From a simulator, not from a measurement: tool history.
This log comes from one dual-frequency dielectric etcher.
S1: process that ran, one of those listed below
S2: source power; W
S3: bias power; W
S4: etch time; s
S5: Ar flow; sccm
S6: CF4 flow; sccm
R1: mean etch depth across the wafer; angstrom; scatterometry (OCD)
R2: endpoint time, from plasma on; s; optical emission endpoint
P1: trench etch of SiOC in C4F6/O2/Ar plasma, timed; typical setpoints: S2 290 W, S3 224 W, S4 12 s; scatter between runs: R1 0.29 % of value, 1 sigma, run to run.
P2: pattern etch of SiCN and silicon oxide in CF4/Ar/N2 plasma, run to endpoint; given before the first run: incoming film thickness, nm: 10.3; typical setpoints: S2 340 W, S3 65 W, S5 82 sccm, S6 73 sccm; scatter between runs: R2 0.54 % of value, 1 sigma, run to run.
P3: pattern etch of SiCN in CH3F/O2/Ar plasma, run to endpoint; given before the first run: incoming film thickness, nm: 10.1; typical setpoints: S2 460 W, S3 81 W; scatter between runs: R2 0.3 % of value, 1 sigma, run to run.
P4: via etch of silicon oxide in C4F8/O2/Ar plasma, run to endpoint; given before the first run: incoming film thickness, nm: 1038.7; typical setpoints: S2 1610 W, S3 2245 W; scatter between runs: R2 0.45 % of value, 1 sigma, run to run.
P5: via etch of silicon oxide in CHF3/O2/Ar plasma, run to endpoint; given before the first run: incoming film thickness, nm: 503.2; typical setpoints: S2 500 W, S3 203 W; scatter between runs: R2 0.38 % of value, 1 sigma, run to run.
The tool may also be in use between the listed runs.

{"run": 1, "hour": 7.3, "S1": "P1", "S2": 290, "S3": 224, "S4": 12, "R1": 241.42}
{"run": 2, "hour": 17.9, "S1": "P2", "S2": 340, "S3": 65, "S5": 82, "S6": 103, "R2": 14.672}
{"run": 3, "hour": 25.8, "S1": "P1", "S2": 290, "S3": 267, "S4": 12, "R1": 254.8}
{"run": 4, "hour": 32.9, "S1": "P1", "S2": 360, "S3": 224, "S4": 12, "R1": 262.21}
{"run": 5, "hour": 41.6, "S1": "P1", "S2": 290, "S3": 224, "S4": 8.5, "R1": 171.78}
{"run": 6, "hour": 50.9, "S1": "P2", "S2": 340, "S3": 65, "S5": 50, "S6": 73, "R2": 14.256}
{"run": 7, "hour": 62.0, "S1": "P1", "S2": 290, "S3": 163, "S4": 9.5, "R1": 172.71}
{"run": 8, "hour": 68.5, "S1": "P1", "S2": 290, "S3": 224, "S4": 12, "R1": 239.63}
{"run": 9, "hour": 78.9, "S1": "P1", "S2": 290, "S3": 165, "S4": 12, "R1": 217.46}
{"run": 10, "hour": 88.2, "S1": "P4", "S2": 1610, "S3": 2245, "R2": 222.66}
{"run": 11, "hour": 94.1, "S1": "P4", "S2": 1610, "S3": 1415, "R2": 250.89}
{"run": 12, "hour": 100.0, "S1": "P3", "S2": 460, "S3": 81, "R2": 24.258}
{"run": 13, "hour": 109.2, "S1": "P5", "S2": 500, "S3": 203, "R2": 268.44}
{"run": 14, "hour": 117.6, "S1": "P1", "S2": 290, "S3": 224, "S4": 12, "R1": 240.79}
{"run": 15, "hour": 123.2, "S1": "P5", "S2": 500, "S3": 126, "R2": 312.96}
{"run": 16, "hour": 128.4, "S1": "P3", "S2": 460, "S3": 113, "R2": 21.532}
{"hour": 130.5, "done": "wet clean of the chamber"}
{"run": 17, "hour": 133.9, "S1": "P1", "S2": 290, "S3": 224, "S4": 12, "R1": 242.15}
{"run": 18, "hour": 143.2, "S1": "P1", "S2": 290, "S3": 224, "S4": 15, "R1": 300.31}
{"run": 19, "hour": 150.8, "S1": "P2", "S2": 340, "S3": 65, "S5": 82, "S6": 73, "R2": 15.046}
{"run": 20, "hour": 160.5, "S1": "P3", "S2": 270, "S3": 81, "R2": 29.701}
{"run": 21, "hour": 167.0, "S1": "P2", "S2": 340, "S3": 65, "S5": 82, "S6": 73, "R2": 15.187}
{"run": 22, "hour": 172.5, "S1": "P1", "S2": 240, "S3": 224, "S4": 7.5, "R1": 140.16}
{"run": 23, "hour": 181.8, "S1": "P4", "S2": 1030, "S3": 2245, "R2": 265.76}
{"run": 24, "hour": 188.3, "S1": "P4", "S2": 1610, "S3": 2245, "R2": 221.51}
{"run": 25, "hour": 196.2, "S1": "P5", "S2": 310, "S3": 203, "R2": 323.28}
{"run": 26, "hour": 201.6, "S1": "P2", "S2": 340, "S3": 83, "S5": 82, "S6": 73, "R2": 13.916}
{"run": 27, "hour": 209.3, "S1": "P2", "S2": 410, "S3": 65, "S5": 82, "S6": 73, "R2": 12.788}
{"run": 28, "hour": 217.4, "S1": "P1", "S2": 190, "S3": 224, "S4": 12, "R1": 204.96}
{"run": 29, "hour": 225.6, "S1": "P1", "S2": 290, "S3": 224, "S4": 12, "R1": 240.75}
{"run": 30, "hour": 232.8, "S1": "P1", "S2": 290, "S3": 224, "S4": 12, "R1": 240.25}
{"run": 31, "hour": 240.9, "S1": "P1", "S2": 290, "S3": 224, "S4": 12, "R1": 239.16}
{"run": 32, "hour": 251.3, "S1": "P1", "S2": 290, "S3": 224, "S4": 12, "R1": 237.03}
{"hour": 263.0, "done": "wet clean of the chamber"}
{"run": 33, "hour": 263.0, "S1": "P1", "S2": 290, "S3": 224, "S4": 12, "R1": 238.2}
{"run": 34, "hour": 273.4, "S1": "P1", "S2": 290, "S3": 224, "S4": 12, "R1": 236.27}
{"run": 35, "hour": 281.1, "S1": "P1", "S2": 290, "S3": 224, "S4": 12, "R1": 238.12}

What P1 gives has crept off from where it sat before. The 2 causes that follow fit the log equally well, each at the size noted:
A: bias power that arrives under what is set, % = 4.39
B: source power that arrives under what is set, % = 3.89
The creep began at about hour 225.6.
What rules out each remaining cause:
chamber walls in a state that lowers the etch rate, %: serviced after onset, at hour 263, with no recovery of the prior output

Which of the 4 check runs listed below, each an average over 3 wafers with its results shown as question marks, gives clearly different results under the different listed causes?
{"run": "check 1", "hour": 288.8, "S1": "P3", "S2": 280, "S3": 105, "R2": "?"}
{"run": "check 2", "hour": 288.8, "S1": "P5", "S2": 320, "S3": 172, "R2": "?"}
{"run": "check 3", "hour": 288.8, "S1": "P4", "S2": 1300, "S3": 1561, "R2": "?"}
{"run": "check 4", "hour": 288.8, "S1": "P2", "S2": 340, "S3": 65, "S5": 66, "S6": 98, "R2": "?"}

Check results expected under each cause:
check=check_1 result=R2 if_A=27.033 if_B=26.955
check=check_2 result=R2 if_A=342.67 if_B=342.49
check=check_3 result=R2 if_A=271.35 if_B=272.29
check=check_4 result=R2 if_A=14.431 if_B=14.749
Per-check spread between the two closest causes, in the result where they differ most: check 1 0.29 %; check 2 0.05 %; check 3 0.34 %; check 4 2.18 %
The causes can be told apart only by check 4. The other checks would give nearly the same results under each of them.

After running check 4, the following was obtained: R2 14.411 s. Which cause does this point to?

The cause is A: bias power that arrives under what is set, %.
